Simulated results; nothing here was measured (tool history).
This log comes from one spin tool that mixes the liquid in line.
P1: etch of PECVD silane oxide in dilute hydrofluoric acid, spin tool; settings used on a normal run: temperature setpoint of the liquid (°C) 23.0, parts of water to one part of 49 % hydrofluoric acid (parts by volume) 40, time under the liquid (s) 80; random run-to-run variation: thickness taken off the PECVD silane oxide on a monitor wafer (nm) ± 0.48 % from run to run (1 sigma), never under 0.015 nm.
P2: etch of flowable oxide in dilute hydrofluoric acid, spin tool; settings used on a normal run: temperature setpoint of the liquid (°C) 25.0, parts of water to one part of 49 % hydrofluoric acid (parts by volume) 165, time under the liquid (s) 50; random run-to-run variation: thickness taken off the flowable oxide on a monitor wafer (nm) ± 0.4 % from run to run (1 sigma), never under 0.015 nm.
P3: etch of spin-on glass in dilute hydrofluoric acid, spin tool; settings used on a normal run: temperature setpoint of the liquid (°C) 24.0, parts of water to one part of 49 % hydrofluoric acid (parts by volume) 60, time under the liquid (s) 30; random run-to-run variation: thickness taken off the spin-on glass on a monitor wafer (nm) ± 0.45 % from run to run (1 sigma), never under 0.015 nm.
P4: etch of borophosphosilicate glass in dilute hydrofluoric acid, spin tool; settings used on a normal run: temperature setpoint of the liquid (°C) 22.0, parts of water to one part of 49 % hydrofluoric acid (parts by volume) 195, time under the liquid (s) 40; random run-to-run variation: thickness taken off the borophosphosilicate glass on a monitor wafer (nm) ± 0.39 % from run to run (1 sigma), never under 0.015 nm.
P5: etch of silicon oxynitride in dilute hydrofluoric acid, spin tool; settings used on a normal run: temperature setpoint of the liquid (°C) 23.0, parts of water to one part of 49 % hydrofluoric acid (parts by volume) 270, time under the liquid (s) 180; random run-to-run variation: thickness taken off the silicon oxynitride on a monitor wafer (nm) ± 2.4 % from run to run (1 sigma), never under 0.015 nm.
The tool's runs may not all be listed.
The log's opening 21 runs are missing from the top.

run,hour,process that ran,temperature setpoint of the liquid (°C),parts of water to one part of 49 % hydrofluoric acid (parts by volume),time under the liquid (s),thickness taken off the PECVD silane oxide on a monitor wafer (nm),thickness taken off the silicon oxynitride on a monitor wafer (nm),thickness taken off the borophosphosilicate glass on a monitor wafer (nm),thickness taken off the spin-on glass on a monitor wafer (nm),thickness taken off the flowable oxide on a monitor wafer (nm)
22,290.4,P1,23.0,20,115,144.5600,,,,
23,300.6,P1,23.0,40,80,48.8030,,,,
24,318.6,P2,25.0,165,85,,,,,14.9390
25,335.6,P1,28.0,40,130,97.7460,,,,
26,344.5,P2,32.0,165,50,,,,,11.2420
27,354.9,P3,24.0,95,30,,,,9.2012,
28,370.5,P1,23.0,40,80,48.8270,,,,
29,379.2,P5,23.0,270,180,,1.00820,,,
30,396.2,P1,30.0,40,80,65.3720,,,,
31,410.1,P4,22.0,195,40,,,5.9658,,
32,426.9,P4,22.0,195,40,,,5.9472,,
33,440.8,P5,17.0,270,180,,0.79172,,,
34,453.2,P1,23.0,40,80,49.0710,,,,
35,470.1,P1,23.0,40,80,48.8120,,,,
36,485.6,P1,23.0,40,80,47.3590,,,,
37,498.8,P1,23.0,40,80,45.9880,,,,
38,516.1,P1,23.0,40,80,45.7930,,,,
39,530.0,P1,23.0,40,80,44.9300,,,,
40,543.4,P1,23.0,40,80,44.7820,,,,
41,552.8,P1,23.0,40,80,44.9950,,,,
42,567.1,P1,23.0,40,80,44.6890,,,,
43,582.6,P1,23.0,40,80,44.4190,,,,

Predict the results of run 44:
44,594.5,P1,23.0,40,80,?,,,,

{"run 44": {"thickness taken off the PECVD silane oxide on a monitor wafer (nm)": 44.276}}
